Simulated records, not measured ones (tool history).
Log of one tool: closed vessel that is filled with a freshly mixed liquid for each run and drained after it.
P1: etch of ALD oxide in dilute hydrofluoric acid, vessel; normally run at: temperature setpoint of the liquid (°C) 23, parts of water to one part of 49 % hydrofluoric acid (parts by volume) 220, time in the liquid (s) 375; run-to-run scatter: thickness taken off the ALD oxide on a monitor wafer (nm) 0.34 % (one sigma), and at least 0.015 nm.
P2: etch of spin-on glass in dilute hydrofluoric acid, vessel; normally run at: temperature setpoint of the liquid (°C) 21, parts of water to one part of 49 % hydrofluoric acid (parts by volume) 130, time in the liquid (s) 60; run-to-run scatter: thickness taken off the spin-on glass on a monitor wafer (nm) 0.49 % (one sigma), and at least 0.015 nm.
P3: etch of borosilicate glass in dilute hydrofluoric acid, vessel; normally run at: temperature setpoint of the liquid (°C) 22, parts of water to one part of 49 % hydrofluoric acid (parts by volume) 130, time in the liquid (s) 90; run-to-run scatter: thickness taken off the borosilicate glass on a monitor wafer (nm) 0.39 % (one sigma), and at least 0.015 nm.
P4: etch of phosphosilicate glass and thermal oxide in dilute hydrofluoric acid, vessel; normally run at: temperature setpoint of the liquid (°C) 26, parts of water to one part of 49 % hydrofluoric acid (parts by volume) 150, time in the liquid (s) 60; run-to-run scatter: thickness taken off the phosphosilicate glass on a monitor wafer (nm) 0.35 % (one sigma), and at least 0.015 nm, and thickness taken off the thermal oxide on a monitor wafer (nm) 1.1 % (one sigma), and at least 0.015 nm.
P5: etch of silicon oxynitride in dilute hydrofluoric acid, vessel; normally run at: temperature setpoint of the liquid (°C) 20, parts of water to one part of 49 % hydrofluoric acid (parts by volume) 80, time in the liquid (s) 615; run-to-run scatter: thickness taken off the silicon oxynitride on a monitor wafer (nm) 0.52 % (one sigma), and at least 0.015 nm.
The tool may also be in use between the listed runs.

run,hour,process that ran,temperature setpoint of the liquid (°C),parts of water to one part of 49 % hydrofluoric acid (parts by volume),time in the liquid (s),hours since the thermometer was replaced,hours since the hydrofluoric acid flow meter was replaced,thickness taken off the ALD oxide on a monitor wafer (nm),thickness taken off the silicon oxynitride on a monitor wafer (nm),thickness taken off the phosphosilicate glass on a monitor wafer (nm),thickness taken off the thermal oxide on a monitor wafer (nm),thickness taken off the spin-on glass on a monitor wafer (nm),thickness taken off the borosilicate glass on a monitor wafer (nm)
1,3,P1,23,220,375,292.7,1492.7,18.259,,,,,
2,7.4,P1,23,220,375,297.1,1497.1,18.278,,,,,
3,12.2,P1,23,220,375,301.9,1501.9,18.356,,,,,
4,16.8,P5,20,80,615,306.5,1506.5,,21.308,,,,
5,21.7,P1,23,220,670,311.4,1511.4,32.706,,,,,
6,26.5,P4,18,150,60,316.2,1516.2,,,59.793,1.5239,,
7,29.6,P1,23,220,105,319.3,1519.3,5.1283,,,,,
8,32.8,P2,21,240,60,322.5,1522.5,,,,,7.5107,
9,38.1,P2,27.5,130,60,327.8,1527.8,,,,,19.981,
# hour 40: thermometer replaced
10,43.6,P5,20,80,615,3.7,1533.3,,21.293,,,,
11,47,P4,26,150,60,7.1,1536.7,,,81.06,2.0401,,
12,51.2,P5,20,30,615,11.3,1540.9,,59.024,,,,
13,54.3,P4,26,210,60,14.4,1544,,,54.063,1.3597,,
14,59.9,P3,22,130,90,20,1549.6,,,,,,18.773
15,64.9,P1,23,220,375,25,1554.6,18.34,,,,,
16,69.2,P5,20,80,70,29.3,1558.9,,2.4046,,,,
17,72.3,P1,23,355,190,32.4,1562,5.0297,,,,,
18,76.3,P1,30,220,375,36.4,1566,23.554,,,,,
19,79.9,P3,17,130,90,40,1569.6,,,,,,15.359
20,85,P3,22,130,165,45.1,1574.7,,,,,,34.463
21,88.2,P5,17,80,615,48.3,1577.9,,18.207,,,,
22,92.9,P2,21,130,60,53,1582.6,,,,,15.534,
23,97.1,P3,22,130,90,57.2,1586.8,,,,,,18.933
24,102.7,P1,23,135,685,62.8,1592.4,59.801,,,,,
25,106.8,P1,17,220,375,66.9,1596.5,14.528,,,,,
26,110.6,P1,23,220,375,70.7,1600.3,18.374,,,,,
27,113.5,P1,23,405,375,73.6,1603.2,8.3205,,,,,
28,118.2,P1,23,75,375,78.3,1607.9,63.552,,,,,
29,123.7,P4,26,150,85,83.8,1613.4,,,114.59,2.9513,,
30,128.9,P1,28.5,220,530,89,1618.6,31.595,,,,,
31,134.4,P3,22,235,90,94.5,1624.1,,,,,,9.2923
32,139.8,P2,21,130,30,99.9,1629.5,,,,,7.7963,
33,143.8,P1,23,220,375,103.9,1633.5,18.221,,,,,
34,146.9,P1,23,220,375,107,1636.6,17.823,,,,,
35,149.7,P1,23,220,375,109.8,1639.4,17.575,,,,,
36,154.1,P1,23,220,375,114.2,1643.8,17.225,,,,,
37,156.9,P1,23,220,375,117,1646.6,17.108,,,,,
38,162.2,P1,23,220,375,122.3,1651.9,16.932,,,,,
39,167.6,P1,23,220,375,127.7,1657.3,17.002,,,,,
40,172.2,P1,23,220,375,132.3,1661.9,16.895,,,,,

What P1 gives has crept away from where it was. These 2 causes fit the log equally well, each at the size given:
A: hydrofluoric acid flow below the setpoint (%) = 6.14
B: liquid colder than its thermometer reads (K) = 2.1
The creep began at about hour 143.8.

4 check runs are offered, one wafer each, their results left as question marks. Which one tells the causes apart?
check 1,176.8,P4,23,150,60,,,,,?,?,,
check 2,176.8,P3,22,235,165,,,,,,,,?
check 3,176.8,P5,17,80,615,,,,?,,,,
check 4,176.8,P2,21,235,60,,,,,,,?,

What each check would give under each cause:
check,result,if A,if B
check 1,thickness taken off the phosphosilicate glass on a monitor wafer (nm),67.044,66.528
check 1,thickness taken off the thermal oxide on a monitor wafer (nm),1.6959,1.6828
check 2,thickness taken off the borosilicate glass on a monitor wafer (nm),15.785,15.783
check 3,thickness taken off the silicon oxynitride on a monitor wafer (nm),17.148,16.465
check 4,thickness taken off the spin-on glass on a monitor wafer (nm),7.1184,7.1086
How far apart the two closest causes lie, in the result that separates them most: check 1 0.77 %; check 2 0.01 %; check 3 4.07 %; check 4 0.14 %
Only check 3 tells the causes apart: in the others they would give nearly the same result.

Then check 3 was run and gave: thickness taken off the silicon oxynitride on a monitor wafer (nm) 17.142. Which cause is it?

It is A: hydrofluoric acid flow below the setpoint (%).

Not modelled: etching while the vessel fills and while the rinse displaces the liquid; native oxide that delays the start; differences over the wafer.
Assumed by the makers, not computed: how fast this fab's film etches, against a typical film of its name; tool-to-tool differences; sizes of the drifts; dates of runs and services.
